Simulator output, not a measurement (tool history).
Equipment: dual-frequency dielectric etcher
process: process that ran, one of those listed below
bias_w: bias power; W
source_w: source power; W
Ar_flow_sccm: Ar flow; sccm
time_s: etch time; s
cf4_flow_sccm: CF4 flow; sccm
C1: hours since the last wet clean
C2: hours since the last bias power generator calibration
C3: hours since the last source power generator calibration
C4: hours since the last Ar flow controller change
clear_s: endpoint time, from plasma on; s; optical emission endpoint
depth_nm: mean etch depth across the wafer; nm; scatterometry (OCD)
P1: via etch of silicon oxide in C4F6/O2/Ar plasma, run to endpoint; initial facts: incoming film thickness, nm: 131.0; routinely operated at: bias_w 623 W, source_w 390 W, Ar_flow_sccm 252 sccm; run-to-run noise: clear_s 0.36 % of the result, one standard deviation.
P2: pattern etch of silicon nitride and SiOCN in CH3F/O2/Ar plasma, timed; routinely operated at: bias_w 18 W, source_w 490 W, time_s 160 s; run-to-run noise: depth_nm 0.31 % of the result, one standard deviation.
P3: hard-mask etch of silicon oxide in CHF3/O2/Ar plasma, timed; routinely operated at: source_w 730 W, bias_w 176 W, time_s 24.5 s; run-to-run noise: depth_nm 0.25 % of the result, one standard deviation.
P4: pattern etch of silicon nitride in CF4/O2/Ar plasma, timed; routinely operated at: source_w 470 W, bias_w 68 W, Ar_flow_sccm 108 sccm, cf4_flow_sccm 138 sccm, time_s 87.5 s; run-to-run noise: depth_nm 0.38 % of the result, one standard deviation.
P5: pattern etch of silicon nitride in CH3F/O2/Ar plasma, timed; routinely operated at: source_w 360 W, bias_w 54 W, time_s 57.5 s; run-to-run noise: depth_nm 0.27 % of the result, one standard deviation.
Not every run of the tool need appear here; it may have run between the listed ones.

Run 1, hour 6.1: process P1, bias_w 623 W, source_w 390 W, Ar_flow_sccm 252 sccm; C1 281.8; C2 553.3; C3 468; C4 1934.7. Result: clear_s 26.401 s.
Run 2, hour 10.6: process P2, bias_w 18 W, source_w 610 W, time_s 160 s; C1 286.3; C2 557.8; C3 472.5; C4 1939.2. Result: depth_nm 23.185 nm.
Run 3, hour 13.3: process P1, bias_w 623 W, source_w 390 W, Ar_flow_sccm 252 sccm; C1 289; C2 560.5; C3 475.2; C4 1941.9. Result: clear_s 26.305 s.
Run 4, hour 17.5: process P1, bias_w 623 W, source_w 390 W, Ar_flow_sccm 163 sccm; C1 293.2; C2 564.7; C3 479.4; C4 1946.1. Result: clear_s 25.034 s.
Run 5, hour 22.6: process P1, bias_w 820 W, source_w 390 W, Ar_flow_sccm 252 sccm; C1 298.3; C2 569.8; C3 484.5; C4 1951.2. Result: clear_s 23.616 s.
Run 6, hour 26.6: process P4, bias_w 68 W, source_w 470 W, Ar_flow_sccm 108 sccm, time_s 87.5 s, cf4_flow_sccm 174 sccm; C1 302.3; C2 573.8; C3 488.5; C4 1955.2. Result: depth_nm 185.45 nm.
Run 7, hour 30.4: process P1, bias_w 808 W, source_w 390 W, Ar_flow_sccm 340 sccm; C1 306.1; C2 577.6; C3 492.3; C4 1959. Result: clear_s 24.583 s.
Run 8, hour 36.1: process P5, bias_w 54 W, source_w 360 W, time_s 57.5 s; C1 311.8; C2 583.3; C3 498; C4 1964.7. Result: depth_nm 35.174 nm.
At hour 39.6: source power generator calibrated.
Run 9, hour 42.3: process P1, bias_w 623 W, source_w 240 W, Ar_flow_sccm 252 sccm; C1 318; C2 589.5; C3 2.8; C4 1970.9. Result: clear_s 31.47 s.
Run 10, hour 47.6: process P4, bias_w 68 W, source_w 340 W, Ar_flow_sccm 108 sccm, time_s 87.5 s, cf4_flow_sccm 138 sccm; C1 323.3; C2 594.8; C3 8.1; C4 1976.2. Result: depth_nm 138.22 nm.
Run 11, hour 51.3: process P5, bias_w 54 W, source_w 360 W, time_s 57.5 s; C1 327; C2 598.5; C3 11.8; C4 1979.9. Result: depth_nm 34.945 nm.
Run 12, hour 57.3: process P1, bias_w 623 W, source_w 390 W, Ar_flow_sccm 252 sccm; C1 333; C2 604.5; C3 17.8; C4 1985.9. Result: clear_s 26.556 s.
Run 13, hour 62.7: process P3, bias_w 176 W, source_w 730 W, time_s 13.5 s; C1 338.4; C2 609.9; C3 23.2; C4 1991.3. Result: depth_nm 28.125 nm.
Run 14, hour 66.5: process P3, bias_w 176 W, source_w 730 W, time_s 24.5 s; C1 342.2; C2 613.7; C3 27; C4 1995.1. Result: depth_nm 51.258 nm.
Run 15, hour 71.4: process P1, bias_w 623 W, source_w 390 W, Ar_flow_sccm 252 sccm; C1 347.1; C2 618.6; C3 31.9; C4 2000. Result: clear_s 26.27 s.
Run 16, hour 77: process P1, bias_w 400 W, source_w 390 W, Ar_flow_sccm 252 sccm; C1 352.7; C2 624.2; C3 37.5; C4 2005.6. Result: clear_s 31.173 s.
Run 17, hour 81.7: process P3, bias_w 176 W, source_w 730 W, time_s 24.5 s; C1 357.4; C2 628.9; C3 42.2; C4 2010.3. Result: depth_nm 51.132 nm.
Run 18, hour 86.9: process P4, bias_w 83 W, source_w 470 W, Ar_flow_sccm 108 sccm, time_s 87.5 s, cf4_flow_sccm 138 sccm; C1 362.6; C2 634.1; C3 47.4; C4 2015.5. Result: depth_nm 198.23 nm.
Run 19, hour 90.1: process P1, bias_w 623 W, source_w 390 W, Ar_flow_sccm 303 sccm; C1 365.8; C2 637.3; C3 50.6; C4 2018.7. Result: clear_s 26.938 s.
Run 20, hour 93.4: process P2, bias_w 25 W, source_w 490 W, time_s 160 s; C1 369.1; C2 640.6; C3 53.9; C4 2022. Result: depth_nm 24.759 nm.
Run 21, hour 97: process P1, bias_w 623 W, source_w 480 W, Ar_flow_sccm 252 sccm; C1 372.7; C2 644.2; C3 57.5; C4 2025.6. Result: clear_s 24.431 s.
Run 22, hour 100.2: process P4, bias_w 68 W, source_w 470 W, Ar_flow_sccm 108 sccm, time_s 87.5 s, cf4_flow_sccm 138 sccm; C1 375.9; C2 647.4; C3 60.7; C4 2028.8. Result: depth_nm 181.96 nm.
Run 23, hour 105.2: process P1, bias_w 623 W, source_w 390 W, Ar_flow_sccm 252 sccm; C1 380.9; C2 652.4; C3 65.7; C4 2033.8. Result: clear_s 26.288 s.
Run 24, hour 108.6: process P4, bias_w 68 W, source_w 470 W, Ar_flow_sccm 108 sccm, time_s 121 s, cf4_flow_sccm 138 sccm; C1 384.3; C2 655.8; C3 69.1; C4 2037.2. Result: depth_nm 251.49 nm.
Run 25, hour 114.8: process P3, bias_w 110 W, source_w 730 W, time_s 24.5 s; C1 390.5; C2 662; C3 75.3; C4 2043.4. Result: depth_nm 44.146 nm.
Run 26, hour 120.1: process P1, bias_w 764 W, source_w 550 W, Ar_flow_sccm 252 sccm; C1 395.8; C2 667.3; C3 80.6; C4 2048.7. Result: clear_s 21.562 s.
Run 27, hour 124.9: process P3, bias_w 176 W, source_w 570 W, time_s 24.5 s; C1 400.6; C2 672.1; C3 85.4; C4 2053.5. Result: depth_nm 46.535 nm.
Run 28, hour 128.7: process P5, bias_w 54 W, source_w 210 W, time_s 57.5 s; C1 404.4; C2 675.9; C3 89.2; C4 2057.3. Result: depth_nm 28.457 nm.

Run 29 comes next. What will it give?
Run 29, hour 132.6: process P2, bias_w 18 W, source_w 490 W, time_s 160 s; C1 408.3; C2 679.8; C3 93.1; C4 2061.2. Result: depth_nm ?.

depth_nm: 21.404 nm

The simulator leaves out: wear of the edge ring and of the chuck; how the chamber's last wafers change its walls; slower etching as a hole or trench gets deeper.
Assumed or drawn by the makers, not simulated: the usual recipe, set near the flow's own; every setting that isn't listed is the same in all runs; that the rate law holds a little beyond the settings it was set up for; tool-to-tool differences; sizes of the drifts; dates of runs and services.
